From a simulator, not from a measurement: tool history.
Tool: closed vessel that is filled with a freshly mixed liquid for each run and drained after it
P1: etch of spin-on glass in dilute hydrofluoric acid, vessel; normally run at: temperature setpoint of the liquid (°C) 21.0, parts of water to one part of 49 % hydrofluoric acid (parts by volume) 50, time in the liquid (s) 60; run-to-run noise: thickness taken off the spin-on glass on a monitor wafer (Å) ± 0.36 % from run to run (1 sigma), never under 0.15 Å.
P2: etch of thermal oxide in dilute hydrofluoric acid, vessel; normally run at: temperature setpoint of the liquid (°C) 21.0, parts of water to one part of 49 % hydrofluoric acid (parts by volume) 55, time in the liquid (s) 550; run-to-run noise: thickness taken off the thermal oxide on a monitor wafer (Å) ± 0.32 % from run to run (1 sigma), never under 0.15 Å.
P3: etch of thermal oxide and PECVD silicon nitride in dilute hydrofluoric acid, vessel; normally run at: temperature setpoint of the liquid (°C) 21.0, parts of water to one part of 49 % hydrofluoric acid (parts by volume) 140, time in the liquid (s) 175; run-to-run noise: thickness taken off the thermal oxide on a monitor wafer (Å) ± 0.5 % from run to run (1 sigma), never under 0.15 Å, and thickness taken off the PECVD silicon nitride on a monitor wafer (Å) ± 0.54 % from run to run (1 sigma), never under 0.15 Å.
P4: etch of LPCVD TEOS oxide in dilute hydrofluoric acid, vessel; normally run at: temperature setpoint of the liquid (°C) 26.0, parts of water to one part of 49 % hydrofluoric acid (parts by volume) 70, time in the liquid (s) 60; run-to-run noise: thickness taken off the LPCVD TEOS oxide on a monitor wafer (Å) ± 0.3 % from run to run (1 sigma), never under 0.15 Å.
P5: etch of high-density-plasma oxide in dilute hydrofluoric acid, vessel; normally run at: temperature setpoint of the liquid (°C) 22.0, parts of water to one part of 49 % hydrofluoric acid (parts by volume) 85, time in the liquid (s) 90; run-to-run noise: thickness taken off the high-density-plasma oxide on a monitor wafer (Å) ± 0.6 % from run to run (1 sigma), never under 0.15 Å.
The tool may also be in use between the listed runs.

run,day,process that ran,temperature setpoint of the liquid (°C),parts of water to one part of 49 % hydrofluoric acid (parts by volume),time in the liquid (s),hours since the thermometer was replaced,hours since the hydrofluoric acid flow meter was replaced,thickness taken off the spin-on glass on a monitor wafer (Å),thickness taken off the thermal oxide on a monitor wafer (Å),thickness taken off the high-density-plasma oxide on a monitor wafer (Å),thickness taken off the LPCVD TEOS oxide on a monitor wafer (Å),thickness taken off the PECVD silicon nitride on a monitor wafer (Å)
1,0.308,P1,21.0,50,60,1043.9,87.3,383.95,,,,
2,0.612,P1,17.5,50,105,1051.2,94.6,579.40,,,,
3,0.829,P1,25.0,50,60,1056.4,99.8,452.06,,,,
4,1.042,P1,21.0,50,60,1061.5,104.9,388.14,,,,
5,1.421,P1,17.0,50,60,1070.6,114.0,325.66,,,,
6,1.771,P1,21.0,50,60,1079.0,122.4,385.67,,,,
7,2.004,P1,21.0,50,60,1084.6,128.0,386.62,,,,
# day 2.325: hydrofluoric acid flow meter replaced
8,2.383,P2,17.0,55,550,1093.7,1.4,,375.090,,,
9,2.658,P5,22.0,85,90,1100.3,8.0,,,51.753,,
10,2.929,P4,26.0,70,30,1106.8,14.5,,,,96.259,
11,3.117,P4,34.0,70,60,1111.3,19.0,,,,262.560,
12,3.388,P1,21.0,50,30,1117.8,25.5,192.49,,,,
13,3.575,P4,26.0,100,60,1122.3,30.0,,,,129.450,
14,3.767,P3,21.0,140,175,1126.9,34.6,,49.521,,,42.1400
15,4.096,P3,21.0,140,175,1134.8,42.5,,49.263,,,42.3670
16,4.288,P2,21.0,25,550,1139.4,47.1,,1011.200,,,
17,4.562,P3,17.0,140,175,1146.0,53.7,,41.768,,,32.5710
18,4.946,P1,21.0,25,60,1155.2,62.9,798.26,,,,
19,5.271,P1,21.0,90,100,1163.0,70.7,338.53,,,,
20,5.608,P4,26.0,70,60,1171.1,78.8,,,,192.850,
21,5.817,P3,21.0,220,175,1176.1,83.8,,28.852,,,27.3170
22,6.250,P5,22.0,85,40,1186.5,94.2,,,22.941,,
23,6.546,P3,21.0,140,40,1193.6,101.3,,11.113,,,9.7766
24,6.858,P2,21.0,55,1085,1201.1,108.8,,879.770,,,
25,7.167,P5,22.0,85,90,1208.5,116.2,,,52.170,,
26,7.429,P5,30.0,85,90,1214.8,122.5,,,70.595,,
27,7.846,P1,21.0,50,90,1224.8,132.5,580.21,,,,
28,8.250,P1,27.0,20,60,1234.5,142.2,1291.40,,,,
29,8.646,P2,21.0,55,550,1244.0,151.7,,443.910,,,
30,8.875,P1,21.0,50,60,1249.5,157.2,386.85,,,,
31,9.079,P5,22.0,45,90,1254.4,162.1,,,102.020,,
32,9.442,P1,21.0,80,60,1263.1,170.8,232.80,,,,
33,9.742,P1,21.0,50,60,1270.3,178.0,388.84,,,,
34,9.942,P1,21.0,50,60,1275.1,182.8,378.64,,,,
35,10.179,P1,21.0,50,60,1280.8,188.5,374.02,,,,
36,10.583,P1,21.0,50,60,1290.5,198.2,367.35,,,,
37,10.950,P1,21.0,50,60,1299.3,207.0,363.33,,,,
38,11.179,P1,21.0,50,60,1304.8,212.5,367.02,,,,
39,11.567,P1,21.0,50,60,1314.1,221.8,366.09,,,,
40,11.783,P1,21.0,50,60,1319.3,227.0,361.76,,,,

P1 no longer gives what it gave before; its output has crept away from where it was. The following 2 causes, each at its listed size, fit the log equally well:
A: hydrofluoric acid flow below the setpoint (%) = 5.38
B: liquid colder than its thermometer reads (K) = 1.39
The drift started at roughly day 9.742.

Which of the 4 check runs listed below, each an average over 2 wafers with its results shown as question marks, gives clearly different results under the different listed causes?
check 1,12.000,P4,26.0,70,60,,,,,,?,
check 2,12.000,P3,21.0,140,175,,,,?,,,?
check 3,12.000,P2,21.0,55,550,,,,?,,,
check 4,12.000,P5,22.0,85,90,,,,,?,,

How each check would come out, cause by cause:
check,result,if A,if B
check 1,thickness taken off the LPCVD TEOS oxide on a monitor wafer (Å),181.540,182.440
check 2,thickness taken off the thermal oxide on a monitor wafer (Å),46.285,46.673
check 2,thickness taken off the PECVD silicon nitride on a monitor wafer (Å),39.8500,38.3300
check 3,thickness taken off the thermal oxide on a monitor wafer (Å),419.870,420.070
check 4,thickness taken off the high-density-plasma oxide on a monitor wafer (Å),48.367,48.562
Smallest distance between any two causes, each pair judged by its most separating result, in per cent: check 1 0.5 %; check 2 3.89 %; check 3 0.05 %; check 4 0.4 %
Check 2 is the one run that separates the causes; every other check would come out nearly the same whichever cause is at work.

Here is what check 2 returned: thickness taken off the thermal oxide on a monitor wafer (Å) 46.914; thickness taken off the PECVD silicon nitride on a monitor wafer (Å) 38.2740. Which cause is it?

B is the cause: liquid colder than its thermometer reads (K).
